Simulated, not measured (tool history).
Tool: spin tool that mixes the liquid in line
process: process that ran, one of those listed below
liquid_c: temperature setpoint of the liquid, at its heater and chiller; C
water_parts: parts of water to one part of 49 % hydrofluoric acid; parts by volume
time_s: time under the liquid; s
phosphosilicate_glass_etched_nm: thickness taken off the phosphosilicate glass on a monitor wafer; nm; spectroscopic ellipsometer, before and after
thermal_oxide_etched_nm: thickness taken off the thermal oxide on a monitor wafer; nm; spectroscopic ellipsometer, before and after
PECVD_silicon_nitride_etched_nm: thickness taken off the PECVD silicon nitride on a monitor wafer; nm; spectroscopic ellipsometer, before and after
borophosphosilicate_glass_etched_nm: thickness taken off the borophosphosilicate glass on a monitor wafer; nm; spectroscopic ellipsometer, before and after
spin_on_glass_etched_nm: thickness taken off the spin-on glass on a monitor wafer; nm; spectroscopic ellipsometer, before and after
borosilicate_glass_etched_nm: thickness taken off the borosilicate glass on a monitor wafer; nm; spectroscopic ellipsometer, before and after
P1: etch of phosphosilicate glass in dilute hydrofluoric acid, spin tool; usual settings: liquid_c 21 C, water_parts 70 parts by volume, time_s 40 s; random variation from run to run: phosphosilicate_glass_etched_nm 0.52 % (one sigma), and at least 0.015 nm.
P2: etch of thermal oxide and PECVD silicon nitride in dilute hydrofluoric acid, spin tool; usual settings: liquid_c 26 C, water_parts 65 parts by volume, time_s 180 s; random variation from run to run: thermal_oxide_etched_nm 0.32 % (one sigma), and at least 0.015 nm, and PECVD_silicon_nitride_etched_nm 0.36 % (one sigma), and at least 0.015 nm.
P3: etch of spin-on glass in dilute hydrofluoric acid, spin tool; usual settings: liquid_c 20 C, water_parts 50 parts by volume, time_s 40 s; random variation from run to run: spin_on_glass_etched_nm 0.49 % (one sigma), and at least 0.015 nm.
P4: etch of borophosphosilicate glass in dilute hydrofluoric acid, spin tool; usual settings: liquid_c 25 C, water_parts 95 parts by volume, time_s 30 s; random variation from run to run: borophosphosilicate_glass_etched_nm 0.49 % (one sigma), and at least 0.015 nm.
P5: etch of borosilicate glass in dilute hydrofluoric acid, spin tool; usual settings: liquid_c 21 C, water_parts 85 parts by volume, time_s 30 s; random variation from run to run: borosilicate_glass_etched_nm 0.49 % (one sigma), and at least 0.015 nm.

run,day,process,liquid_c,water_parts,time_s,hours since the thermometer was replaced,hours since the hydrofluoric acid flow meter was replaced,phosphosilicate_glass_etched_nm,thermal_oxide_etched_nm,PECVD_silicon_nitride_etched_nm,borophosphosilicate_glass_etched_nm,spin_on_glass_etched_nm,borosilicate_glass_etched_nm
1,0.35,P1,21,70,40,823.7,367.4,60.58,,,,,
2,0.746,P2,26,90,180,833.2,376.9,,10.652,6.5535,,,
3,0.946,P1,21,110,15,838,381.7,13.7,,,,,
4,1.15,P2,19,65,180,842.9,386.6,,11.368,5.6336,,,
5,1.379,P4,25,95,30,848.4,392.1,,,,19.356,,
6,1.783,P1,21,70,40,858.1,401.8,60.383,,,,,
7,2.058,P1,21,120,70,864.7,408.4,57.919,,,,,
8,2.438,P4,25,95,15,873.8,417.5,,,,9.7044,,
9,2.762,P1,21,40,40,881.6,425.3,108.89,,,,,
10,3.092,P1,28.5,70,65,889.5,433.2,132.05,,,,,
11,3.362,P2,26,65,180,896,439.7,,15.271,9.1349,,,
12,3.612,P1,21,70,15,902,445.7,22.489,,,,,
13,4.025,P1,21,130,40,911.9,455.6,30.315,,,,,
14,4.35,P3,27,50,40,919.7,463.4,,,,,39.255,
15,4.742,P1,21,70,75,929.1,472.8,113.17,,,,,
16,5.079,P5,21,85,15,937.2,480.9,,,,,,5.4137
17,5.279,P1,21,70,40,942,485.7,60.065,,,,,
18,5.592,P3,20,20,40,949.5,493.2,,,,,76.872,
19,5.942,P4,25,30,30,957.9,501.6,,,,66.986,,
20,6.296,P4,25,95,30,966.4,510.1,,,,19.498,,
21,6.642,P3,20,50,15,974.7,518.4,,,,,11.186,
22,7.05,P2,26,65,300,984.5,528.2,,25.306,15.066,,,
23,7.362,P4,17,95,30,992,535.7,,,,14.032,,
24,7.704,P1,21,70,40,1000.2,543.9,59.675,,,,,
25,8.05,P5,21,85,30,1008.5,552.2,,,,,,10.869
26,8.3,P1,27,70,40,1014.5,558.2,76.424,,,,,
27,8.579,P1,17,70,40,1021.2,564.9,50.433,,,,,
28,8.829,P5,27,85,30,1027.2,570.9,,,,,,13.786
29,9.129,P5,21,135,30,1034.4,578.1,,,,,,6.4486
30,9.546,P3,20,50,40,1044.4,588.1,,,,,29.35,
31,9.946,P3,20,50,40,1054,597.7,,,,,29.594,
32,10.325,P1,21,70,40,1063.1,606.8,60.161,,,,,
33,10.567,P1,21,70,40,1068.9,612.6,61.361,,,,,
34,10.867,P1,21,70,40,1076.1,619.8,61.664,,,,,
35,11.204,P1,21,70,40,1084.2,627.9,62.587,,,,,
36,11.4,P1,21,70,40,1088.9,632.6,63.188,,,,,
37,11.821,P1,21,70,40,1099,642.7,63.734,,,,,
38,12.179,P1,21,70,40,1107.6,651.3,63.482,,,,,
39,12.554,P1,21,70,40,1116.6,660.3,63.681,,,,,
40,12.804,P1,21,70,40,1122.6,666.3,64.497,,,,,
41,13.042,P1,21,70,40,1128.3,672,64.003,,,,,
42,13.454,P1,21,70,40,1138.2,681.9,63.843,,,,,
43,13.654,P1,21,70,40,1143,686.7,64.03,,,,,

What P1 gives has crept away from where it was. These 2 causes fit the log equally well, each at the size given:
A: hydrofluoric acid flow above the setpoint (%) = 6.33
B: liquid hotter than its thermometer reads (K) = 1.61
The creep began at about day 10.325.

4 check runs are offered, one wafer each, their results left as question marks. Which one tells the causes apart?
check 1,13.854,P5,21,85,30,,,,,,,,?
check 2,13.854,P4,25,95,30,,,,,,?,,
check 3,13.854,P3,20,50,40,,,,,,,?,
check 4,13.854,P2,26,65,180,,,,?,?,,,

What each check would give under each cause:
check,result,if A,if B
check 1,borosilicate_glass_etched_nm,11.622,11.603
check 2,borophosphosilicate_glass_etched_nm,20.728,20.611
check 3,spin_on_glass_etched_nm,31.53,31.622
check 4,thermal_oxide_etched_nm,16.272,16.228
check 4,PECVD_silicon_nitride_etched_nm,9.6509,10.095
How far apart the two closest causes lie, in the result that separates them most: check 1 0.16 %; check 2 0.56 %; check 3 0.29 %; check 4 4.5 %
Only check 4 tells the causes apart: in the others they would give nearly the same result.

Then check 4 was run and gave: thermal_oxide_etched_nm 16.224 nm; PECVD_silicon_nitride_etched_nm 10.084 nm. Which cause is it?

It is B: liquid hotter than its thermometer reads (K).

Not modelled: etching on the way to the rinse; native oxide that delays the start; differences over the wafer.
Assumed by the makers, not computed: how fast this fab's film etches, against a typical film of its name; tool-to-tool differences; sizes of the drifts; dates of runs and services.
